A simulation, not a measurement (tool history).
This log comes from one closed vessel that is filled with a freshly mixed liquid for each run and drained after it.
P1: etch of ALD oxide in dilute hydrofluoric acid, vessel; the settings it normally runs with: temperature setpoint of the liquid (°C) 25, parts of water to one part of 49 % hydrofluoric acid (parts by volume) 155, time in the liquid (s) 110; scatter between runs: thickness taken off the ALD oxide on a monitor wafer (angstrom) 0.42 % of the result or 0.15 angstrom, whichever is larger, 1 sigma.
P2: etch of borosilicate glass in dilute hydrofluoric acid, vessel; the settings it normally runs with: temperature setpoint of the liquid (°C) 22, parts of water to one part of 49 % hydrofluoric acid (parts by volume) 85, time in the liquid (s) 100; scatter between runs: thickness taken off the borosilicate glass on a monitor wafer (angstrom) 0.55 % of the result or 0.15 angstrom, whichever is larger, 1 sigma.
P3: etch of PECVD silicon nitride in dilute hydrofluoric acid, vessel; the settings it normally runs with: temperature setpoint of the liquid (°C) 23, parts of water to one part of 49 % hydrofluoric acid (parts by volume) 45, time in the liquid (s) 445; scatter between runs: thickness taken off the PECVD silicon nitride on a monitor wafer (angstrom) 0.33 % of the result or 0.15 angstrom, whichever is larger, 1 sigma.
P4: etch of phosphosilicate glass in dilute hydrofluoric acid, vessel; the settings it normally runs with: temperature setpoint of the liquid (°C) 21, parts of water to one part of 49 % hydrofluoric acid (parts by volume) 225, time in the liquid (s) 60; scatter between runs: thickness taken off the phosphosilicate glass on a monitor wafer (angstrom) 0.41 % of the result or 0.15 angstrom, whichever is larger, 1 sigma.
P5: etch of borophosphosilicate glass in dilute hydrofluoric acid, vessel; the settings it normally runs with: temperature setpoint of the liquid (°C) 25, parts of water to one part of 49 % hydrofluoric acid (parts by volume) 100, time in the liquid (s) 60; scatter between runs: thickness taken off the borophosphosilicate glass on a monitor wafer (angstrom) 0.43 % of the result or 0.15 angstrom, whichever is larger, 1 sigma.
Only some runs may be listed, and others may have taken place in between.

run   hour  process that ran  temperature setpoint of the liquid (°C)  parts of water to one part of 49 % hydrofluoric acid (parts by volume)  time in the liquid (s)  hours since the thermometer was replaced  hours since the hydrofluoric acid flow meter was replaced  thickness taken off the ALD oxide on a monitor wafer (angstrom)  thickness taken off the phosphosilicate glass on a monitor wafer (angstrom)  thickness taken off the PECVD silicon nitride on a monitor wafer (angstrom)  thickness taken off the borophosphosilicate glass on a monitor wafer (angstrom)  thickness taken off the borosilicate glass on a monitor wafer (angstrom)
  1   10.9                P1                                       25                                                                     155                     110                                    1754.6                                                     1164.2                                                           84.339
  2   18.2                P1                                       25                                                                     155                     110                                    1761.9                                                     1171.5                                                           84.139
  3   33.1                P4                                       21                                                                     225                      60                                    1776.8                                                     1186.4                                                                                                                                        226.91
  4   45.3                P1                                       25                                                                     155                     160                                      1789                                                     1198.6                                                           122.08
  5   59.5                P1                                       25                                                                     155                     110                                    1803.2                                                     1212.8                                                           84.189
  6   71.7                P1                                       25                                                                     155                     110                                    1815.4                                                       1225                                                           84.258
  7   81.1                P1                                       25                                                                     155                     110                                    1824.8                                                     1234.4                                                           84.322
  8     94                P4                                       21                                                                      85                      60                                    1837.7                                                     1247.3                                                                                                                                        694.75
  9  104.1                P3                                       23                                                                      60                     445                                    1847.8                                                     1257.4                                                                                                                                                                                                                     115.66
 10    119                P3                                       28                                                                      45                     445                                    1862.7                                                     1272.3                                                                                                                                                                                                                     215.64
 11  127.4                P1                                       25                                                                     155                      30                                    1871.1                                                     1280.7                                                           22.612
 12  139.2                P1                                       25                                                                     155                     110                                    1882.9                                                     1292.5                                                            83.47
 13  148.9                P5                                       25                                                                     160                      60                                    1892.6                                                     1302.2                                                                                                                                                                                                                                                                                                      199.46
 14  156.1                P2                                       22                                                                      40                     100                                    1899.8                                                     1309.4                                                                                                                                                                                                                                                                                                                                                                                 683.8
 15  170.8                P4                                       21                                                                     225                      30                                    1914.5                                                     1324.1                                                                                                                                        112.58
 16  177.6                P2                                       22                                                                      85                     100                                    1921.3                                                     1330.9                                                                                                                                                                                                                                                                                                                                                                                305.46
 17  184.8                P2                                       22                                                                      85                     100                                    1928.5                                                     1338.1                                                                                                                                                                                                                                                                                                                                                                                306.92
 18  195.3                P2                                       22                                                                      85                     155                                      1939                                                     1348.6                                                                                                                                                                                                                                                                                                                                                                                471.36
 19  209.6                P3                                       23                                                                      45                     445                                    1953.3                                                     1362.9                                                                                                                                                                                                                     153.48
 20  220.2                P1                                       25                                                                     235                     110                                    1963.9                                                     1373.5                                                           50.736
 21  230.8                P2                                       29                                                                      85                     100                                    1974.5                                                     1384.1                                                                                                                                                                                                                                                                                                                                                                                405.48
 22  244.1                P5                                       19                                                                     100                      60                                    1987.8                                                     1397.4                                                                                                                                                                                                                                                                                                      269.63
 23  258.9                P3                                       23                                                                      45                     725                                    2002.6                                                     1412.2                                                                                                                                                                                                                     249.27
 24  266.6                P1                                       33                                                                     155                     110                                    2010.3                                                     1419.9                                                           112.08
 25  273.4                P1                                       17                                                                     155                     110                                    2017.1                                                     1426.7                                                           61.213
 26    282                P1                                       25                                                                      60                     165                                    2025.7                                                     1435.3                                                           367.81
 27    297                P5                                       25                                                                     100                      30                                    2040.7                                                     1450.3                                                                                                                                                                                                                                                                                                      171.97
 28  305.8                P5                                       25                                                                     100                      60                                    2049.5                                                     1459.1                                                                                                                                                                                                                                                                                                       342.8
 29  318.2                P1                                       25                                                                      95                     110                                    2061.9                                                     1471.5                                                           148.12
 30  326.5                P4                                       17                                                                     225                      60                                    2070.2                                                     1479.8                                                                                                                                        194.11
 31  339.8                P1                                       25                                                                     155                     110                                    2083.5                                                     1493.1                                                           83.627
 32  347.9                P1                                       25                                                                     155                     110                                    2091.6                                                     1501.2                                                           80.745
 33  357.5                P1                                       25                                                                     155                     110                                    2101.2                                                     1510.8                                                            78.96
 34  366.8                P1                                       25                                                                     155                     110                                    2110.5                                                     1520.1                                                           77.703
 35  374.7                P1                                       25                                                                     155                     110                                    2118.4                                                       1528                                                           77.504
 36  382.8                P1                                       25                                                                     155                     110                                    2126.5                                                     1536.1                                                           77.357
 37  390.4                P1                                       25                                                                     155                     110                                    2134.1                                                     1543.7                                                           77.089
 38  398.3                P1                                       25                                                                     155                     110                                      2142                                                     1551.6                                                           77.052

P1 has crept away from where it was. The log is fitted equally well by each of these 2 causes, at the sizes shown:
A: hydrofluoric acid flow below the setpoint (%) = 7.34
B: liquid colder than its thermometer reads (K) = 2.37
Onset of the creep was near hour 339.8.

Question marks stand in for the results of the 4 check runs listed below, each run on one wafer. Under which run would the listed causes show clearly different results?
check 1  406.2                P2                                       22                                                                      85                     100                                                                                                                                                                                                                                                                                                                                                                                                                                                                                          ?
check 2  406.2                P3                                       23                                                                      45                     445                                                                                                                                                                                                                                                                                                                               ?
check 3  406.2                P5                                       25                                                                     100                      60                                                                                                                                                                                                                                                                                                                                                                                                                ?
check 4  406.2                P4                                       21                                                                     225                      60                                                                                                                                                                                                                                                  ?

Expected result of each check under each candidate cause:
  check                                                                           result    if A    if B
check 1         thickness taken off the borosilicate glass on a monitor wafer (angstrom)  281.01  277.27
check 2      thickness taken off the PECVD silicon nitride on a monitor wafer (angstrom)  142.64  130.55
check 3  thickness taken off the borophosphosilicate glass on a monitor wafer (angstrom)  315.21  312.72
check 4      thickness taken off the phosphosilicate glass on a monitor wafer (angstrom)   205.9  206.55
Distance between the nearest two causes, measured in the result of the check that separates them most: check 1 1.34 %; check 2 8.85 %; check 3 0.79 %; check 4 0.31 %
Check 2 is the one run that separates the causes; every other check would come out nearly the same whichever cause is at work.

Check 2 has now been run. It gave: thickness taken off the PECVD silicon nitride on a monitor wafer (angstrom) 131.03. Which of the candidate causes is it?

The cause is B: liquid colder than its thermometer reads (K).
